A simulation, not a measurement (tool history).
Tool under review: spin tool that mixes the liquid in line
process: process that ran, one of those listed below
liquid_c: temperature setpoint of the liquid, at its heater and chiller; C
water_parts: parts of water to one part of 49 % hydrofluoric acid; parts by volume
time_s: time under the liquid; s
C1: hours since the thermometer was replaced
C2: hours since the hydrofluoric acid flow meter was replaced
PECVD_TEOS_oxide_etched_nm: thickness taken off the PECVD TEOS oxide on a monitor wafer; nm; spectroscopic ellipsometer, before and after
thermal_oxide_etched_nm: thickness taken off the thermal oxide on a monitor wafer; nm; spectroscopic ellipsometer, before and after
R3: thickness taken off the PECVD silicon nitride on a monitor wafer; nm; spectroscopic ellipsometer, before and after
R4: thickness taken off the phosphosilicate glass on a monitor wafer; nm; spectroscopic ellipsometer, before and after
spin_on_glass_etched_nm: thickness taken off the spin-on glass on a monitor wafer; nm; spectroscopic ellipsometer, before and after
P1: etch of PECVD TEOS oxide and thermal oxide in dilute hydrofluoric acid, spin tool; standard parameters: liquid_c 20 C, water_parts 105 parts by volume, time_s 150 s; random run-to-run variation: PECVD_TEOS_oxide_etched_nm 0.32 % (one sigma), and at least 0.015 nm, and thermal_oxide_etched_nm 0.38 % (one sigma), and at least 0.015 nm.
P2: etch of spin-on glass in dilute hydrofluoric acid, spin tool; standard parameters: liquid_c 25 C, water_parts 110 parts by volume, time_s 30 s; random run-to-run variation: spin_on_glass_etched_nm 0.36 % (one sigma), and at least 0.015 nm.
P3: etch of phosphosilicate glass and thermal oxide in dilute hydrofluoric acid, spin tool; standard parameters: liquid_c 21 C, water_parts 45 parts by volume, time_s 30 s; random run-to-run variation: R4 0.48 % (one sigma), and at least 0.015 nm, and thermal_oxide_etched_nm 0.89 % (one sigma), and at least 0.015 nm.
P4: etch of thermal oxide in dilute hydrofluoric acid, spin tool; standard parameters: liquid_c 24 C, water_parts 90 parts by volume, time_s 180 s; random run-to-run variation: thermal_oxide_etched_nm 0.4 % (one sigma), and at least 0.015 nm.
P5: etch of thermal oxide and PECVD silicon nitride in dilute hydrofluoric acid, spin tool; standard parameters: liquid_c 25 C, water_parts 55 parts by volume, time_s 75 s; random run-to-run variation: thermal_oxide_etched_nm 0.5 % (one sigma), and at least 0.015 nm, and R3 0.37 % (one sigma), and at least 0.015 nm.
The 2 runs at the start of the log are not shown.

run 3 hour=28.6 | process=P5 liquid_c=25 water_parts=55 time_s=75 | C1=1390.1 C2=447.2 | thermal_oxide_etched_nm=7.5324 R3=8.3283
run 4 hour=37 | process=P1 liquid_c=17 water_parts=105 time_s=150 | C1=1398.5 C2=455.6 | PECVD_TEOS_oxide_etched_nm=11.027 thermal_oxide_etched_nm=4.8786
run 5 hour=48.9 | process=P1 liquid_c=20 water_parts=105 time_s=15 | C1=1410.4 C2=467.5 | PECVD_TEOS_oxide_etched_nm=1.2553 thermal_oxide_etched_nm=0.54337
run 6 hour=58 | process=P5 liquid_c=25 water_parts=55 time_s=75 | C1=1419.5 C2=476.6 | thermal_oxide_etched_nm=7.4598 R3=8.3272
run 7 hour=67.1 | process=P1 liquid_c=26 water_parts=60 time_s=150 | C1=1428.6 C2=485.7 | PECVD_TEOS_oxide_etched_nm=29.357 thermal_oxide_etched_nm=13.107
run 8 hour=77.7 | process=P3 liquid_c=21 water_parts=45 time_s=30 | C1=1439.2 C2=496.3 | thermal_oxide_etched_nm=3.147 R4=63.06
run 9 hour=86.5 | process=P4 liquid_c=24 water_parts=90 time_s=180 | C1=1448 C2=505.1 | thermal_oxide_etched_nm=9.7861
run 10 hour=95.6 | process=P1 liquid_c=20 water_parts=60 time_s=150 | C1=1457.1 C2=514.2 | PECVD_TEOS_oxide_etched_nm=22.97 thermal_oxide_etched_nm=10.208
run 11 hour=103.2 | process=P4 liquid_c=24 water_parts=90 time_s=15 | C1=1464.7 C2=521.8 | thermal_oxide_etched_nm=0.78781
run 12 hour=115.7 | process=P5 liquid_c=25 water_parts=55 time_s=110 | C1=1477.2 C2=534.3 | thermal_oxide_etched_nm=11.065 R3=12.12
run 13 hour=124.6 | process=P3 liquid_c=17 water_parts=45 time_s=30 | C1=1486.1 C2=543.2 | thermal_oxide_etched_nm=2.6626 R4=52.558
run 14 hour=138.6 | process=P3 liquid_c=21 water_parts=80 time_s=30 | C1=1500.1 C2=557.2 | thermal_oxide_etched_nm=1.6807 R4=33.642
run 15 hour=149.6 | process=P1 liquid_c=20 water_parts=180 time_s=150 | C1=1511.1 C2=568.2 | PECVD_TEOS_oxide_etched_nm=6.644 thermal_oxide_etched_nm=2.9828
run 16 hour=160.3 | process=P5 liquid_c=18 water_parts=55 time_s=75 | C1=1521.8 C2=578.9 | thermal_oxide_etched_nm=5.6033 R3=5.0946
run 17 hour=174.5 | process=P1 liquid_c=26.5 water_parts=105 time_s=150 | C1=1536 C2=593.1 | PECVD_TEOS_oxide_etched_nm=16.104 thermal_oxide_etched_nm=7.2128
run 18 hour=187.5 | process=P3 liquid_c=21 water_parts=45 time_s=15 | C1=1549 C2=606.1 | thermal_oxide_etched_nm=1.5586 R4=31.785
run 19 hour=197.9 | process=P1 liquid_c=20 water_parts=105 time_s=150 | C1=1559.4 C2=616.5 | PECVD_TEOS_oxide_etched_nm=12.494 thermal_oxide_etched_nm=5.4939
run 20 hour=211.1 | process=P2 liquid_c=25 water_parts=110 time_s=30 | C1=1572.6 C2=629.7 | spin_on_glass_etched_nm=9.1262
run 21 hour=224.9 | process=P1 liquid_c=25.5 water_parts=160 time_s=150 | C1=1586.4 C2=643.5 | PECVD_TEOS_oxide_etched_nm=9.4594 thermal_oxide_etched_nm=4.2483
run 22 hour=235.2 | process=P1 liquid_c=20 water_parts=105 time_s=150 | C1=1596.7 C2=653.8 | PECVD_TEOS_oxide_etched_nm=12.435 thermal_oxide_etched_nm=5.5895
run 23 hour=248.6 | process=P4 liquid_c=24 water_parts=90 time_s=180 | C1=1610.1 C2=667.2 | thermal_oxide_etched_nm=9.8158
run 24 hour=257.5 | process=P1 liquid_c=20 water_parts=105 time_s=150 | C1=1619 C2=676.1 | PECVD_TEOS_oxide_etched_nm=12.395 thermal_oxide_etched_nm=5.5376

Run 25 has not been measured yet. What should we expect?
run 25 hour=265.2 | process=P4 liquid_c=28 water_parts=90 time_s=180 | C1=1626.7 C2=683.8 | thermal_oxide_etched_nm=?

Run 25 measured thermal_oxide_etched_nm 11.413 nm.
